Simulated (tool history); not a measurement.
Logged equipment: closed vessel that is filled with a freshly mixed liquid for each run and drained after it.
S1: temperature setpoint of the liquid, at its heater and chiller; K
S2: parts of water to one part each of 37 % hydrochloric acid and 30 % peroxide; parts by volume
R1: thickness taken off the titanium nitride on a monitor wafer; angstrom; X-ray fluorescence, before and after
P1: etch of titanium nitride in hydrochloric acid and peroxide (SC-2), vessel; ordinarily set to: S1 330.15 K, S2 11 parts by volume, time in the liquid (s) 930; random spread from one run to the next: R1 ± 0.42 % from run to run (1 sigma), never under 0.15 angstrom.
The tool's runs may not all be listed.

{"run": 1, "day": 0.312, "S1": 330.15, "S2": 11, "time in the liquid (s)": 930, "R1": 412.99}
{"run": 2, "day": 0.771, "S1": 330.15, "S2": 11, "time in the liquid (s)": 930, "R1": 418.55}
{"run": 3, "day": 1.192, "S1": 330.15, "S2": 11, "time in the liquid (s)": 1870, "R1": 832.43}
{"run": 4, "day": 1.638, "S1": 314.65, "S2": 4, "time in the liquid (s)": 930, "R1": 316.38}
{"run": 5, "day": 1.833, "S1": 330.15, "S2": 4, "time in the liquid (s)": 930, "R1": 899.64}
{"run": 6, "day": 2.071, "S1": 330.15, "S2": 11, "time in the liquid (s)": 930, "R1": 413.46}
{"run": 7, "day": 2.404, "S1": 340.65, "S2": 15, "time in the liquid (s)": 930, "R1": 602.47}
{"run": 8, "day": 2.833, "S1": 330.15, "S2": 11, "time in the liquid (s)": 930, "R1": 413.78}
{"run": 9, "day": 3.167, "S1": 330.15, "S2": 11, "time in the liquid (s)": 930, "R1": 414.68}
{"run": 10, "day": 3.529, "S1": 313.65, "S2": 11, "time in the liquid (s)": 930, "R1": 136.44}
{"day": 3.533, "done": "new drum of peroxide connected"}
{"run": 11, "day": 3.758, "S1": 330.15, "S2": 18.5, "time in the liquid (s)": 930, "R1": 265.54}
{"day": 4.05, "done": "chemicals flow meter replaced"}
{"run": 12, "day": 4.108, "S1": 330.15, "S2": 11, "time in the liquid (s)": 440, "R1": 196.15}
{"run": 13, "day": 4.317, "S1": 338.15, "S2": 11, "time in the liquid (s)": 930, "R1": 685.27}
{"run": 14, "day": 4.679, "S1": 330.15, "S2": 11, "time in the liquid (s)": 930, "R1": 416.34}
{"run": 15, "day": 5.004, "S1": 338.15, "S2": 11, "time in the liquid (s)": 1625, "R1": 1204.3}
{"run": 16, "day": 5.288, "S1": 330.15, "S2": 11, "time in the liquid (s)": 930, "R1": 413.75}
{"run": 17, "day": 5.696, "S1": 330.15, "S2": 11, "time in the liquid (s)": 930, "R1": 433.61}
{"run": 18, "day": 5.9, "S1": 330.15, "S2": 11, "time in the liquid (s)": 930, "R1": 436.29}
{"run": 19, "day": 6.233, "S1": 330.15, "S2": 11, "time in the liquid (s)": 930, "R1": 442.97}
{"run": 20, "day": 6.454, "S1": 330.15, "S2": 11, "time in the liquid (s)": 930, "R1": 441.35}
{"run": 21, "day": 6.871, "S1": 330.15, "S2": 11, "time in the liquid (s)": 930, "R1": 447.23}
{"run": 22, "day": 7.092, "S1": 330.15, "S2": 11, "time in the liquid (s)": 930, "R1": 446.02}
{"run": 23, "day": 7.329, "S1": 330.15, "S2": 11, "time in the liquid (s)": 930, "R1": 448.71}
{"run": 24, "day": 7.55, "S1": 330.15, "S2": 11, "time in the liquid (s)": 930, "R1": 450.47}

What P1 gives has crept away from where it was. These 2 causes fit the log equally well, each at the size given:
A: chemicals flow above the setpoint (%) = 9.62
B: liquid hotter than its thermometer reads (K) = 1.22
The process output started creeping at around day 5.288.
Ruled out, with reasons:
peroxide weaker than its label (%): limited to 8, which would change R1 by -7.4 %, either short of the creep or opposite in sign

Which of the check runs below tells the causes apart, meaning the causes would give it clearly different results? Each run uses 3 wafers whose results are averaged, and each result is shown as a question mark.
{"run": "check 1", "day": 7.771, "S1": 317.15, "S2": 16, "time in the liquid (s)": 930, "R1": "?"}
{"run": "check 2", "day": 7.771, "S1": 323.65, "S2": 18.5, "time in the liquid (s)": 930, "R1": "?"}
{"run": "check 3", "day": 7.771, "S1": 324.15, "S2": 4, "time in the liquid (s)": 930, "R1": "?"}
{"run": "check 4", "day": 7.771, "S1": 330.15, "S2": 17.5, "time in the liquid (s)": 1720, "R1": "?"}

Outcome of each check run for each possible cause:
check=check_1 result=R1 if_A=137.05 if_B=137.45
check=check_2 result=R1 if_A=187.27 if_B=186.94
check=check_3 result=R1 if_A=646.87 if_B=660.11
check=check_4 result=R1 if_A=555.86 if_B=553.42
Smallest distance between any two causes, each pair judged by its most separating result, in per cent: check 1 0.29 %; check 2 0.17 %; check 3 2.03 %; check 4 0.44 %
Of the check runs offered, only check 3 discriminates between the causes; the rest would read about the same regardless of which cause applies.

After running check 3, the following was obtained: R1 660.07 angstrom. Which cause does this point to?

Of the candidate causes, it is B: liquid hotter than its thermometer reads (K).

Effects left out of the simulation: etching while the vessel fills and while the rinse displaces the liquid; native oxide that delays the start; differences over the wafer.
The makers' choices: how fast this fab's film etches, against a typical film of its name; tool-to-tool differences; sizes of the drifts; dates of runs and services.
